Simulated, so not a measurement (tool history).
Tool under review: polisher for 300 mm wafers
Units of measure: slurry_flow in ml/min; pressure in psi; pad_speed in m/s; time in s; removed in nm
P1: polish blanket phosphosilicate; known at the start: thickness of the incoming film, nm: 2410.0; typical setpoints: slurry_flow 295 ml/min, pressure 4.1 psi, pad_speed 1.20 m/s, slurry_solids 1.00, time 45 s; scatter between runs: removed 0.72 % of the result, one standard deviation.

run,hour,slurry_flow,pressure,pad_speed,slurry_solids,time,removed
1,6.0,295,4.1,1.20,1.00,45,493.18
2,11.0,295,4.1,1.20,1.00,71,779.24
# hour 17.1: slurry blender recalibrated
3,20.0,295,4.1,1.20,1.00,45,494.28
4,27.5,295,4.1,1.20,1.00,45,497.24
5,34.4,175,4.1,1.20,1.00,45,457.27
6,41.2,465,4.1,1.20,1.00,45,502.99
7,47.3,295,4.1,1.20,1.00,45,499.48
8,52.8,295,4.1,1.82,1.00,45,690.97
# hour 54.9: slurry nozzle cleaned
9,61.9,295,2.4,1.20,1.00,45,284.57
10,66.7,295,4.1,1.20,0.55,45,360.95
# hour 71.8: conditioning disc replaced and pad reconditioned
11,73.9,295,4.1,0.54,1.00,45,259.62
12,82.0,295,4.1,1.20,1.00,20,219.95
13,87.5,295,4.1,1.20,1.30,45,547.00
14,96.2,295,4.1,0.76,0.80,45,309.39
15,103.5,425,4.1,1.20,1.00,26,290.19
16,111.4,295,4.1,1.52,0.65,45,476.95
17,117.8,295,4.1,1.20,1.00,45,495.17
18,126.2,295,6.2,1.20,1.00,45,747.99
19,130.7,295,4.1,1.20,1.00,45,499.03
20,136.9,295,4.1,1.20,1.00,45,472.32
21,142.0,295,4.1,1.20,1.00,45,467.68
22,149.1,295,4.1,1.20,1.00,45,460.61
# hour 150.5: slurry nozzle cleaned
# hour 151.9: conditioning disc replaced and pad reconditioned
# hour 153.0: worn pad replaced by a new one
23,158.4,295,4.1,1.20,1.00,45,453.96
24,166.5,295,4.1,1.20,1.00,45,454.45

Run 25 comes next. What will it give?
25,175.8,295,4.1,1.20,1.00,45,?

Run 25 gave removed 452.66 nm.
